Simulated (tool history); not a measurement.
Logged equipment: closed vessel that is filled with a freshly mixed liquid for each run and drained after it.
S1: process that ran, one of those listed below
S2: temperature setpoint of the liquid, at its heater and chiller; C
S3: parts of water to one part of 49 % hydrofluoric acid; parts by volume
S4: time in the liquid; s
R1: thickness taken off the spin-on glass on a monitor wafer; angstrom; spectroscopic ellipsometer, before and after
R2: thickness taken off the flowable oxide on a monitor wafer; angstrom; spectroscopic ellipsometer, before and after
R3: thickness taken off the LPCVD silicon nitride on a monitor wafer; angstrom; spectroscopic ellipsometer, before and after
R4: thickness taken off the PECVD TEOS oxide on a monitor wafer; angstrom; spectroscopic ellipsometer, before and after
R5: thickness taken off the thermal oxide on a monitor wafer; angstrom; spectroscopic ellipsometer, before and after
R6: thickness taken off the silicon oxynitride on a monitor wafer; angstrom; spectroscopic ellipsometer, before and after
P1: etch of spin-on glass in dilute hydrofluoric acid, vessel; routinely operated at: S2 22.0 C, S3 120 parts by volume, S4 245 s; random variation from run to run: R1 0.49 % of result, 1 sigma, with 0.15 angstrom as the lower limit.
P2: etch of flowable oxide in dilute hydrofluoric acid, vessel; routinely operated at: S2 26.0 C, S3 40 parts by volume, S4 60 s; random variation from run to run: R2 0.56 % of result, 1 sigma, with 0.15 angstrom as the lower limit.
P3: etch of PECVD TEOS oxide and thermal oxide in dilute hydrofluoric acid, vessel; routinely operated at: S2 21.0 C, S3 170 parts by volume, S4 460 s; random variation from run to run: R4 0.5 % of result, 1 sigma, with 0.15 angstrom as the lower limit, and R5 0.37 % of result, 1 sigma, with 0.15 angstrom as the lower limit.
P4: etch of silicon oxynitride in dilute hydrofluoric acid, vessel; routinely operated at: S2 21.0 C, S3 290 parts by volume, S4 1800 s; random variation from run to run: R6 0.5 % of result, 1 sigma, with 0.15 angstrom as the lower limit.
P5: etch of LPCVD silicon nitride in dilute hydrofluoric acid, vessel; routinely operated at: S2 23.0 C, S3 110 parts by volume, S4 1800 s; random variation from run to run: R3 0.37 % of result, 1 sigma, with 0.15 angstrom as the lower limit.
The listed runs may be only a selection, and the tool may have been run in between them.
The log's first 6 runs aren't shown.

Run 7, hour 71.7: S1 P1, S2 26.0 C, S3 120 parts by volume, S4 245 s. Result: R1 548.78 angstrom.
Run 8, hour 85.7: S1 P1, S2 22.0 C, S3 120 parts by volume, S4 245 s. Result: R1 465.30 angstrom.
Run 9, hour 95.9: S1 P2, S2 26.0 C, S3 55 parts by volume, S4 60 s. Result: R2 283.96 angstrom.
Run 10, hour 105.6: S1 P3, S2 21.0 C, S3 170 parts by volume, S4 460 s. Result: R4 203.27 angstrom, R5 105.59 angstrom.
Run 11, hour 115.8: S1 P1, S2 22.0 C, S3 120 parts by volume, S4 410 s. Result: R1 789.76 angstrom.
Run 12, hour 130.3: S1 P2, S2 32.5 C, S3 40 parts by volume, S4 60 s. Result: R2 522.41 angstrom.
Run 13, hour 143.3: S1 P3, S2 21.0 C, S3 170 parts by volume, S4 460 s. Result: R4 205.52 angstrom, R5 104.87 angstrom.
Run 14, hour 157.1: S1 P1, S2 26.5 C, S3 120 parts by volume, S4 50 s. Result: R1 114.11 angstrom.
Run 15, hour 166.0: S1 P1, S2 22.0 C, S3 120 parts by volume, S4 245 s. Result: R1 470.79 angstrom.
Run 16, hour 175.9: S1 P1, S2 22.0 C, S3 120 parts by volume, S4 55 s. Result: R1 106.11 angstrom.
Run 17, hour 183.8: S1 P5, S2 23.0 C, S3 110 parts by volume, S4 1800 s. Result: R3 72.701 angstrom.
Run 18, hour 195.3: S1 P4, S2 21.0 C, S3 455 parts by volume, S4 1800 s. Result: R6 39.401 angstrom.
Run 19, hour 207.3: S1 P1, S2 26.5 C, S3 120 parts by volume, S4 70 s. Result: R1 159.43 angstrom.
Run 20, hour 217.3: S1 P3, S2 21.0 C, S3 170 parts by volume, S4 725 s. Result: R4 318.50 angstrom, R5 166.65 angstrom.
Run 21, hour 230.0: S1 P3, S2 21.0 C, S3 90 parts by volume, S4 460 s. Result: R4 421.75 angstrom, R5 218.28 angstrom.
Run 22, hour 240.3: S1 P4, S2 21.0 C, S3 290 parts by volume, S4 2870 s. Result: R6 108.290 angstrom.
Run 23, hour 250.4: S1 P4, S2 25.5 C, S3 290 parts by volume, S4 1800 s. Result: R6 82.423 angstrom.
Run 24, hour 259.9: S1 P1, S2 22.0 C, S3 200 parts by volume, S4 245 s. Result: R1 259.87 angstrom.
Run 25, hour 270.0: S1 P5, S2 23.0 C, S3 110 parts by volume, S4 1800 s. Result: R3 72.583 angstrom.
Run 26, hour 279.0: S1 P3, S2 25.0 C, S3 170 parts by volume, S4 460 s. Result: R4 236.61 angstrom, R5 122.13 angstrom.
Run 27, hour 286.5: S1 P1, S2 22.0 C, S3 120 parts by volume, S4 245 s. Result: R1 471.89 angstrom.
Run 28, hour 299.9: S1 P1, S2 22.0 C, S3 30 parts by volume, S4 245 s. Result: R1 2088.00 angstrom.

Run 29 is up next; what results do you expect?
Run 29, hour 310.3: S1 P5, S2 23.0 C, S3 110 parts by volume, S4 3215 s. Result: R3 ?.

Run 29 measured R3 129.380 angstrom.
